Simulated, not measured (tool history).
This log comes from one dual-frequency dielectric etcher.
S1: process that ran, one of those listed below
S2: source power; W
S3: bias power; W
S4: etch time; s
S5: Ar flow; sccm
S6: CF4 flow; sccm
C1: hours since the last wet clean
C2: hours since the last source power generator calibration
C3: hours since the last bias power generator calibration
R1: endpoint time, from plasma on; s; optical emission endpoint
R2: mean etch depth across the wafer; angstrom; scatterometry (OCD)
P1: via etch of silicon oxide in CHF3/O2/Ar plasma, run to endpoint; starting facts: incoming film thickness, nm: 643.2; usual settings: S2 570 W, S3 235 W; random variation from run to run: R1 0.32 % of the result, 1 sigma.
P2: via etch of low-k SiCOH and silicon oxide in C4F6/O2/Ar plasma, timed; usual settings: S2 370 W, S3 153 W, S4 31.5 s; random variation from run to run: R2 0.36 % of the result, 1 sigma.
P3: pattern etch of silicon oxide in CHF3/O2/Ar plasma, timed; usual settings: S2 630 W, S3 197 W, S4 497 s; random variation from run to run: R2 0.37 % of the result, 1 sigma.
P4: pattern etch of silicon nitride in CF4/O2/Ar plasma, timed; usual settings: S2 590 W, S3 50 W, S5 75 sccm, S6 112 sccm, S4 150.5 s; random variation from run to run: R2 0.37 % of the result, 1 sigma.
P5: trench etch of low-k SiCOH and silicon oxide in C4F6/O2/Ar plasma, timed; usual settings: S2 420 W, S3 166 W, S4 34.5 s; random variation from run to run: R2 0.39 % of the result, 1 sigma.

run   hour  S1   S2   S3     S4   S5   S6     C1      C2     C3      R1      R2
  1    4.5  P1  570  235                   368.4  1195.9  775.7  299.65
  2   10.1  P1  570  235                     374  1201.5  781.3  299.02
  3   15.5  P5  420  166     19            379.4  1206.9  786.7          595.74
  4   21.6  P5  420  166   34.5            385.5    1213  792.8          1076.7
  5   27.1  P3  630  197    497              391  1218.5  798.3           10449
  6   31.6  P1  570  235                   395.5    1223  802.8  301.28
  7   37.6  P2  370  153   31.5            401.5    1229  808.8          687.41
  8   42.8  P3  630  156    497            406.7  1234.2    814          9648.9
  9   49.2  P1  390  235                   413.1  1240.6  820.4  346.09
 10   55.1  P1  570  185                     419  1246.5  826.3  326.94
 11   59.9  P5  510  166   34.5            423.8  1251.3  831.1          1164.4
 12   66.9  P4  590   50  150.5   75  112  430.8  1258.3  838.1          3452.9
 13   70.2  P2  370  189   31.5            434.1  1261.6  841.4          739.57
 14   77.1  P1  570  297                     441  1268.5  848.3  276.43
 15   82.7  P3  460  197    497            446.6  1274.1  853.9          9244.9
 16   86.1  P4  370   50  150.5   75  112    450  1277.5  857.3          2303.2
      89.5  -- wet clean of the chamber
 17   92.9  P4  590   50  103.5   75  112    3.5  1284.3  864.1            2384
 18   98.5  P3  630  197  323.5              9.1  1289.9  869.7          6831.1
 19  103.3  P4  590   50  150.5  100  112   13.9  1294.7  874.5          3356.4
 20  108.9  P4  590   50  150.5   75  112   19.5  1300.3  880.1          3451.5
 21  115.1  P5  420  106   34.5             25.7  1306.5  886.3           940.8
 22    119  P1  570  235                    29.6  1310.4  890.2  300.74
 23  124.3  P1  480  163                    34.9  1315.7  895.5   364.2
 24  128.7  P4  590   63  150.5   75  112   39.3  1320.1  899.9          3796.6
 25  135.6  P1  710  235                    46.2    1327  906.8  276.51
 26  140.2  P4  590   50  150.5   75  135   50.8  1331.6  911.4            3518
 27  143.9  P2  370  153   47.5             54.5  1335.3  915.1            1039
 28  148.5  P1  570  235                    59.1  1339.9  919.7  301.48
 29  154.2  P3  630  197    497             64.8  1345.6  925.4           10512
 30  159.5  P2  450  153   31.5             70.1  1350.9  930.7          743.62
 31  162.9  P1  570  235                    73.5  1354.3  934.1  298.84
 32  168.4  P1  570  235                      79  1359.8  939.6  302.13
 33    174  P1  570  235                    84.6  1365.4  945.2  303.88
 34  179.3  P1  570  235                    89.9  1370.7  950.5  304.54
 35  183.7  P1  570  235                    94.3  1375.1  954.9  304.54
     186.2  -- wet clean of the chamber
 36  189.9  P1  570  235                     3.7  1381.3  961.1  304.45
 37  194.7  P1  570  235                     8.5  1386.1  965.9  304.36
 38  198.6  P1  570  235                    12.4    1390  969.8  304.93
 39  202.7  P1  570  235                    16.5  1394.1  973.9  303.69

What P1 gives has crept away from where it was. These 2 causes fit the log equally well, each at the size given:
A: source power that arrives under what is set, % = 4.16
B: bias power that arrives under what is set, % = 4.42
At approximately hour 168.4, the process output began to creep.
Every other cause this tool's parts could produce, and why it does not fit the log:
chamber walls in a state that lowers the etch rate, %: its service at hour 186.2 followed the start of the drift and did not put the process back to its old value

Of the 4 check runs below, each run on 2 wafers with the results averaged and each result still a question mark, which one would tell the listed causes apart?
check 1  206.8  P2  450  186   31.5                            ?
check 2  206.8  P4  590   57  150.5  75  112                   ?
check 3  206.8  P5  500  166   21.5                            ?
check 4  206.8  P3  480  197    497                            ?

Check results expected under each cause:
  check  result    if A    if B
check 1      R2  778.56  780.41
check 2      R2  3507.9  3581.8
check 3      R2   706.5  708.62
check 4      R2  9253.5  9257.6
Minimum pairwise separation of causes per check, each pair taken at its best-separating result: check 1 0.24 %; check 2 2.08 %; check 3 0.3 %; check 4 0.05 %
Only in check 2 would the causes give clearly different results; in the remaining checks their results would be nearly the same.

After running check 2, the following was obtained: R2 3503.3 angstrom. Which cause does this point to?

The correct cause is A, namely: source power that arrives under what is set, %.

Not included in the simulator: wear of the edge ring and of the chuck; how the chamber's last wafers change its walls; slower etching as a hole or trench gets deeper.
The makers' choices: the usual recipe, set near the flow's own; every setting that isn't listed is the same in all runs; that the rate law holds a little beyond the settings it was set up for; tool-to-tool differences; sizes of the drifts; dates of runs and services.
